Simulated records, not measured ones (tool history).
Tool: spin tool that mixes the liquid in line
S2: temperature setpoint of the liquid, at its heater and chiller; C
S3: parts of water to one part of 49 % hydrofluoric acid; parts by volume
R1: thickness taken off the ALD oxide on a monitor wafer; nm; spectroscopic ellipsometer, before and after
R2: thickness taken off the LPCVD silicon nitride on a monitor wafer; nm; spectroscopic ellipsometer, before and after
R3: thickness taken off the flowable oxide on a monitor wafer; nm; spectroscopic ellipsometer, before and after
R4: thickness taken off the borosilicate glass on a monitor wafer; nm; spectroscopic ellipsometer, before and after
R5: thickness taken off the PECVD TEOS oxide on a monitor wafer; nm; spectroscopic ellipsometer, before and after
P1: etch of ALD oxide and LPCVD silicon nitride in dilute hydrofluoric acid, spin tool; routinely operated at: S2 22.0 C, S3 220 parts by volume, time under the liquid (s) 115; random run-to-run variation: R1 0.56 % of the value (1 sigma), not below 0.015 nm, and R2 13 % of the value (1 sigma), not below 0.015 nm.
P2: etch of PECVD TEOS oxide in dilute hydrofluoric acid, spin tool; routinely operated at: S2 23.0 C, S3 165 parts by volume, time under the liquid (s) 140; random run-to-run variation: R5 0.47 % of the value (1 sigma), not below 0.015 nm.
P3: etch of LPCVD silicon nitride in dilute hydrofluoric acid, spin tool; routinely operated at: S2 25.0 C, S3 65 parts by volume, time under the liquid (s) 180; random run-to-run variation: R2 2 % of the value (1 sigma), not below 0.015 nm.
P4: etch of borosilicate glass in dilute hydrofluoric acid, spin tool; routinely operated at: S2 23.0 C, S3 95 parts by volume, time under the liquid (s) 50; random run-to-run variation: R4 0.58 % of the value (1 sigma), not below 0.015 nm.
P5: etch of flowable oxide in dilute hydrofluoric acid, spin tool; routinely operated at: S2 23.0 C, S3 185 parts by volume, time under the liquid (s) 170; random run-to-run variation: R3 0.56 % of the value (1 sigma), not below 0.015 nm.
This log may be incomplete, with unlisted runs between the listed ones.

{"run": 1, "hour": 8.4, "process that ran": "P1", "S2": 22.0, "S3": 220, "time under the liquid (s)": 115, "R1": 5.1358, "R2": 0.20607}
{"run": 2, "hour": 14.3, "process that ran": "P1", "S2": 22.0, "S3": 220, "time under the liquid (s)": 15, "R1": 0.69281, "R2": 0.061821}
{"run": 3, "hour": 21.2, "process that ran": "P5", "S2": 31.0, "S3": 185, "time under the liquid (s)": 170, "R3": 32.629}
{"run": 4, "hour": 28.5, "process that ran": "P4", "S2": 23.0, "S3": 95, "time under the liquid (s)": 50, "R4": 19.664}
{"run": 5, "hour": 33.9, "process that ran": "P1", "S2": 22.0, "S3": 95, "time under the liquid (s)": 115, "R1": 13.938, "R2": 0.53567}
{"run": 6, "hour": 40.0, "process that ran": "P4", "S2": 23.0, "S3": 95, "time under the liquid (s)": 50, "R4": 19.7}
{"run": 7, "hour": 49.9, "process that ran": "P1", "S2": 17.0, "S3": 220, "time under the liquid (s)": 115, "R1": 4.2538, "R2": 0.16255}
{"run": 8, "hour": 55.4, "process that ran": "P3", "S2": 25.0, "S3": 65, "time under the liquid (s)": 280, "R2": 2.0263}
{"run": 9, "hour": 65.1, "process that ran": "P4", "S2": 23.0, "S3": 95, "time under the liquid (s)": 15, "R4": 5.8326}
{"run": 10, "hour": 71.8, "process that ran": "P4", "S2": 17.0, "S3": 95, "time under the liquid (s)": 50, "R4": 15.272}
{"run": 11, "hour": 79.7, "process that ran": "P5", "S2": 23.0, "S3": 185, "time under the liquid (s)": 15, "R3": 2.1421}
{"run": 12, "hour": 87.2, "process that ran": "P2", "S2": 23.0, "S3": 165, "time under the liquid (s)": 15, "R5": 1.9578}
{"run": 13, "hour": 94.3, "process that ran": "P2", "S2": 17.0, "S3": 165, "time under the liquid (s)": 140, "R5": 14.321}
{"run": 14, "hour": 99.6, "process that ran": "P1", "S2": 22.0, "S3": 220, "time under the liquid (s)": 115, "R1": 5.1931, "R2": 0.21323}
{"run": 15, "hour": 109.3, "process that ran": "P5", "S2": 23.0, "S3": 265, "time under the liquid (s)": 170, "R3": 15.776}
{"run": 16, "hour": 115.2, "process that ran": "P5", "S2": 23.0, "S3": 185, "time under the liquid (s)": 170, "R3": 24.381}
{"run": 17, "hour": 124.2, "process that ran": "P3", "S2": 21.0, "S3": 65, "time under the liquid (s)": 180, "R2": 1.0196}
{"run": 18, "hour": 132.2, "process that ran": "P1", "S2": 22.0, "S3": 220, "time under the liquid (s)": 115, "R1": 5.1617, "R2": 0.17884}
{"run": 19, "hour": 142.1, "process that ran": "P1", "S2": 29.5, "S3": 220, "time under the liquid (s)": 115, "R1": 6.7538, "R2": 0.35954}
{"run": 20, "hour": 146.7, "process that ran": "P1", "S2": 29.5, "S3": 220, "time under the liquid (s)": 160, "R1": 9.4807, "R2": 0.46678}
{"run": 21, "hour": 154.2, "process that ran": "P3", "S2": 25.0, "S3": 20, "time under the liquid (s)": 180, "R2": 4.164}
{"run": 22, "hour": 163.2, "process that ran": "P1", "S2": 22.0, "S3": 220, "time under the liquid (s)": 205, "R1": 9.2438, "R2": 0.32574}
{"run": 23, "hour": 168.6, "process that ran": "P2", "S2": 23.0, "S3": 165, "time under the liquid (s)": 140, "R5": 18.094}
{"run": 24, "hour": 176.3, "process that ran": "P3", "S2": 25.0, "S3": 65, "time under the liquid (s)": 180, "R2": 1.318}
{"run": 25, "hour": 181.2, "process that ran": "P3", "S2": 25.0, "S3": 65, "time under the liquid (s)": 180, "R2": 1.2784}
{"run": 26, "hour": 189.0, "process that ran": "P1", "S2": 22.0, "S3": 360, "time under the liquid (s)": 115, "R1": 2.7981, "R2": 0.13861}
{"run": 27, "hour": 196.3, "process that ran": "P5", "S2": 23.0, "S3": 185, "time under the liquid (s)": 170, "R3": 24.518}
{"run": 28, "hour": 201.6, "process that ran": "P1", "S2": 22.0, "S3": 220, "time under the liquid (s)": 115, "R1": 5.147, "R2": 0.24157}
{"run": 29, "hour": 209.0, "process that ran": "P2", "S2": 23.0, "S3": 260, "time under the liquid (s)": 140, "R5": 10.527}
{"run": 30, "hour": 215.7, "process that ran": "P4", "S2": 23.0, "S3": 155, "time under the liquid (s)": 50, "R4": 11.155}
{"run": 31, "hour": 222.5, "process that ran": "P1", "S2": 22.0, "S3": 220, "time under the liquid (s)": 115, "R1": 5.1742, "R2": 0.19018}
{"run": 32, "hour": 230.9, "process that ran": "P1", "S2": 22.0, "S3": 220, "time under the liquid (s)": 115, "R1": 5.1807, "R2": 0.23596}
{"run": 33, "hour": 240.9, "process that ran": "P1", "S2": 22.0, "S3": 220, "time under the liquid (s)": 115, "R1": 5.3484, "R2": 0.24233}
{"run": 34, "hour": 247.6, "process that ran": "P1", "S2": 22.0, "S3": 220, "time under the liquid (s)": 115, "R1": 5.413, "R2": 0.22199}
{"run": 35, "hour": 253.2, "process that ran": "P1", "S2": 22.0, "S3": 220, "time under the liquid (s)": 115, "R1": 5.406, "R2": 0.25755}
{"run": 36, "hour": 262.4, "process that ran": "P1", "S2": 22.0, "S3": 220, "time under the liquid (s)": 115, "R1": 5.5025, "R2": 0.19093}
{"run": 37, "hour": 267.2, "process that ran": "P1", "S2": 22.0, "S3": 220, "time under the liquid (s)": 115, "R1": 5.5515, "R2": 0.20126}
{"run": 38, "hour": 273.6, "process that ran": "P1", "S2": 22.0, "S3": 220, "time under the liquid (s)": 115, "R1": 5.428, "R2": 0.17553}
{"run": 39, "hour": 278.3, "process that ran": "P1", "S2": 22.0, "S3": 220, "time under the liquid (s)": 115, "R1": 5.5028, "R2": 0.2204}

P1 no longer gives what it gave before; its output has crept away from where it was. The following 2 causes, each at its listed size, fit the log equally well:
A: hydrofluoric acid flow above the setpoint (%) = 4.94
B: liquid hotter than its thermometer reads (K) = 1.59
The creep began at about hour 230.9.

The list below offers 4 check runs, each averaging the results of 5 wafers, and shows each result as a question mark. For which of them would the listed causes give clearly different results?
{"run": "check 1", "hour": 283.0, "process that ran": "P2", "S2": 23.0, "S3": 245, "time under the liquid (s)": 30, "R5": "?"}
{"run": "check 2", "hour": 283.0, "process that ran": "P4", "S2": 23.0, "S3": 135, "time under the liquid (s)": 30, "R4": "?"}
{"run": "check 3", "hour": 283.0, "process that ran": "P5", "S2": 27.5, "S3": 185, "time under the liquid (s)": 15, "R3": "?"}
{"run": "check 4", "hour": 283.0, "process that ran": "P3", "S2": 21.0, "S3": 20, "time under the liquid (s)": 180, "R2": "?"}

How each check would come out, cause by cause:
check=check_1 result=R5 if_A=2.5706 if_B=2.5639
check=check_2 result=R4 if_A=8.3447 if_B=8.3951
check=check_3 result=R3 if_A=2.6928 if_B=2.6876
check=check_4 result=R2 if_A=3.286700 if_B=3.507400
Smallest distance between any two causes, each pair judged by its most separating result, in per cent: check 1 0.26 %; check 2 0.6 %; check 3 0.19 %; check 4 6.5 %
Only in check 4 would the causes give clearly different results; in the remaining checks their results would be nearly the same.

Check 4 was then run and gave: R2 3.303800 nm. Which cause is it?

The correct cause is A, namely: hydrofluoric acid flow above the setpoint (%).
